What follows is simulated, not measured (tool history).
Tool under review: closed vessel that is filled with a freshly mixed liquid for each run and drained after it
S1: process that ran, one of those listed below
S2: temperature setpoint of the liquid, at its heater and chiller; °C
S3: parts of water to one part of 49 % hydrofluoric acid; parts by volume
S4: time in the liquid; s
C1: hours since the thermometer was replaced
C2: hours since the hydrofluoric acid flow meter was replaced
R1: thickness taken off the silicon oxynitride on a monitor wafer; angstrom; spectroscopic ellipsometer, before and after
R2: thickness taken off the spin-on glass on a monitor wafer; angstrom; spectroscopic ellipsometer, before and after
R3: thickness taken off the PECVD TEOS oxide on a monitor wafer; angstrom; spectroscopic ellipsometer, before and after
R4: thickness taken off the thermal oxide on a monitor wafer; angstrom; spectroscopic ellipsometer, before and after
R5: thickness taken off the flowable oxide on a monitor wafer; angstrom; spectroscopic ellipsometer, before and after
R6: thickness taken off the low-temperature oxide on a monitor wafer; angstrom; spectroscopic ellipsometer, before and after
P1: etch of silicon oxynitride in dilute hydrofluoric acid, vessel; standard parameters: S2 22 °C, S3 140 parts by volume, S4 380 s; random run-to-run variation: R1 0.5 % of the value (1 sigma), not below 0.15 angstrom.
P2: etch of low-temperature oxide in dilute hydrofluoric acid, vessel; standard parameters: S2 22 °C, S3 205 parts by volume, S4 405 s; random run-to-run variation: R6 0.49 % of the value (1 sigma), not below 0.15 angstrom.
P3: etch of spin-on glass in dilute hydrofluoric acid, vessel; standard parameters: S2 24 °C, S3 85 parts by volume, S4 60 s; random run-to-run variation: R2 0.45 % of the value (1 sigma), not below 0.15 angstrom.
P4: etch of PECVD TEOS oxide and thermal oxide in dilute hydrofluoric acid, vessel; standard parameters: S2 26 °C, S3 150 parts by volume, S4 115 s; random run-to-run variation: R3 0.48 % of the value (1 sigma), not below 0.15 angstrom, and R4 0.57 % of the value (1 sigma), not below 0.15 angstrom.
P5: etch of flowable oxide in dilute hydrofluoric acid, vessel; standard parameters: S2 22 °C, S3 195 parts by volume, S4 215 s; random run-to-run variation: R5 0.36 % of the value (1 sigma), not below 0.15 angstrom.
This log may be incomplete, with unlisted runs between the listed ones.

| run | hour | S1 | S2 | S3 | S4 | C1 | C2 | R1 | R2 | R3 | R4 | R5 | R6 |
|---|---|---|---|---|---|---|---|---|---|---|---|---|---|
| 1 | 4.0 | P1 | 22 | 140 | 380 | 930.3 | 1289.5 | 54.476 |  |  |  |  |  |
| 2 | 8.7 | P1 | 22 | 45 | 380 | 935.0 | 1294.2 | 179.800 |  |  |  |  |  |
| 3 | 12.0 | P3 | 24 | 85 | 60 | 938.3 | 1297.5 |  | 270.91 |  |  |  |  |
| 4 | 16.4 | P1 | 27 | 140 | 380 | 942.7 | 1301.9 | 68.309 |  |  |  |  |  |
| 5 | 20.9 | P4 | 26 | 150 | 225 | 947.2 | 1306.4 |  |  | 337.400 | 70.457 |  |  |
| 6 | 25.5 | P3 | 24 | 85 | 30 | 951.8 | 1311.0 |  | 136.15 |  |  |  |  |
| 7 | 30.0 | P5 | 17 | 195 | 215 | 956.3 | 1315.5 |  |  |  |  | 452.02 |  |
| 8 | 33.1 | P5 | 22 | 195 | 215 | 959.4 | 1318.6 |  |  |  |  | 552.21 |  |
| 9 | 37.5 | P1 | 22 | 220 | 380 | 963.8 | 1323.0 | 32.537 |  |  |  |  |  |
| 10 | 42.9 | P4 | 26 | 150 | 115 | 969.2 | 1328.4 |  |  | 172.970 | 35.526 |  |  |
| 11 | 46.6 | P4 | 19 | 150 | 115 | 972.9 | 1332.1 |  |  | 131.200 | 27.584 |  |  |
| 12 | 51.3 | P2 | 22 | 205 | 210 | 977.6 | 1336.8 |  |  |  |  |  | 89.092 |
| 13 | 56.3 | P2 | 22 | 205 | 405 | 982.6 | 1341.8 |  |  |  |  |  | 173.510 |
| 14 | 61.0 | P1 | 22 | 140 | 750 | 987.3 | 1346.5 | 106.500 |  |  |  |  |  |
| 15 | 65.8 | P1 | 22 | 140 | 380 | 992.1 | 1351.3 | 53.731 |  |  |  |  |  |
| 16 | 70.8 | P1 | 22 | 140 | 380 | 997.1 | 1356.3 | 54.032 |  |  |  |  |  |
| 17 | 74.3 | P1 | 17 | 140 | 380 | 1000.6 | 1359.8 | 42.565 |  |  |  |  |  |
| 18 | 76.9 | P1 | 22 | 140 | 380 | 1003.2 | 1362.4 | 53.612 |  |  |  |  |  |
| 19 | 80.8 | P2 | 22 | 45 | 405 | 1007.1 | 1366.3 |  |  |  |  |  | 936.080 |
| 20 | 84.3 | P4 | 26 | 270 | 115 | 1010.6 | 1369.8 |  |  | 83.844 | 17.296 |  |  |
| 21 | 89.5 | P4 | 26 | 150 | 115 | 1015.8 | 1375.0 |  |  | 173.010 | 35.962 |  |  |
| 22 | 94.8 | P1 | 22 | 140 | 380 | 1021.1 | 1380.3 | 54.375 |  |  |  |  |  |
| 23 | 98.2 | P1 | 22 | 65 | 590 | 1024.5 | 1383.7 | 191.340 |  |  |  |  |  |
| 24 | 103.1 | P3 | 17 | 85 | 60 | 1029.4 | 1388.6 |  | 203.45 |  |  |  |  |
| 25 | 108.3 | P5 | 22 | 195 | 400 | 1034.6 | 1393.8 |  |  |  |  | 1019.50 |  |
| 26 | 111.6 | P2 | 17 | 205 | 405 | 1037.9 | 1397.1 |  |  |  |  |  | 141.200 |
| 27 | 116.8 | P3 | 24 | 25 | 60 | 1043.1 | 1402.3 |  | 991.24 |  |  |  |  |
| 28 | 121.2 | P1 | 22 | 140 | 60 | 1047.5 | 1406.7 | 8.675 |  |  |  |  |  |
| 29 | 126.6 | P5 | 22 | 45 | 215 | 1052.9 | 1412.1 |  |  |  |  | 2812.80 |  |
| 30 | 131.3 | P1 | 22 | 140 | 380 | 1057.6 | 1416.8 | 54.335 |  |  |  |  |  |
| 31 | 135.8 | P1 | 22 | 140 | 380 | 1062.1 | 1421.3 | 56.013 |  |  |  |  |  |
| 32 | 139.5 | P1 | 22 | 140 | 380 | 1065.8 | 1425.0 | 57.361 |  |  |  |  |  |
| 33 | 142.9 | P1 | 22 | 140 | 380 | 1069.2 | 1428.4 | 57.908 |  |  |  |  |  |
| 34 | 147.4 | P1 | 22 | 140 | 380 | 1073.7 | 1432.9 | 58.961 |  |  |  |  |  |
| 35 | 150.4 | P1 | 22 | 140 | 380 | 1076.7 | 1435.9 | 59.060 |  |  |  |  |  |
| 36 | 152.9 | P1 | 22 | 140 | 380 | 1079.2 | 1438.4 | 59.258 |  |  |  |  |  |
| 37 | 156.8 | P1 | 22 | 140 | 380 | 1083.1 | 1442.3 | 60.286 |  |  |  |  |  |
| 38 | 160.7 | P1 | 22 | 140 | 380 | 1087.0 | 1446.2 | 60.132 |  |  |  |  |  |
| 39 | 163.8 | P1 | 22 | 140 | 380 | 1090.1 | 1449.3 | 59.766 |  |  |  |  |  |
| 40 | 168.1 | P1 | 22 | 140 | 380 | 1094.4 | 1453.6 | 60.240 |  |  |  |  |  |
| 41 | 173.3 | P1 | 22 | 140 | 380 | 1099.6 | 1458.8 | 60.147 |  |  |  |  |  |

The output of P1 has drifted from where it used to be. Each of the 2 causes below, taken at the size shown beside it, accounts for the log equally well:
A: hydrofluoric acid flow above the setpoint (%) = 10.2
B: liquid hotter than its thermometer reads (K) = 2.3
The creep began at about hour 131.3.

Question marks stand in for the results of the 4 check runs listed below, each run on one wafer. Under which run would the listed causes show clearly different results?
| check 1 | 178.5 | P5 | 22.0 | 55 | 215 |  |  |  |  |  |  | ? |  |
| check 2 | 178.5 | P3 | 18.5 | 85 | 60 |  |  |  | ? |  |  |  |  |
| check 3 | 178.5 | P2 | 22.0 | 50 | 250 |  |  |  |  |  |  |  | ? |
| check 4 | 178.5 | P4 | 26.0 | 225 | 185 |  |  |  |  | ? | ? |  |  |

Outcome of each check run for each possible cause:
| check | result | if A | if B |
|---|---|---|---|
| check 1 | R5 | 2526.90 | 2505.30 |
| check 2 | R2 | 239.54 | 237.11 |
| check 3 | R6 | 574.610 | 570.180 |
| check 4 | R3 | 191.020 | 183.610 |
| check 4 | R4 | 39.762 | 38.221 |
Per-check spread between the two closest causes, in the result where they differ most: check 1 0.86 %; check 2 1.02 %; check 3 0.77 %; check 4 3.95 %
Check 4 distinguishes between the causes, while the remaining checks would return nearly the same result for all of them.

With check 4 done, the readings were: R3 192.850 angstrom; R4 39.384 angstrom. Identify which of the listed causes applies.

A is the cause: hydrofluoric acid flow above the setpoint (%).
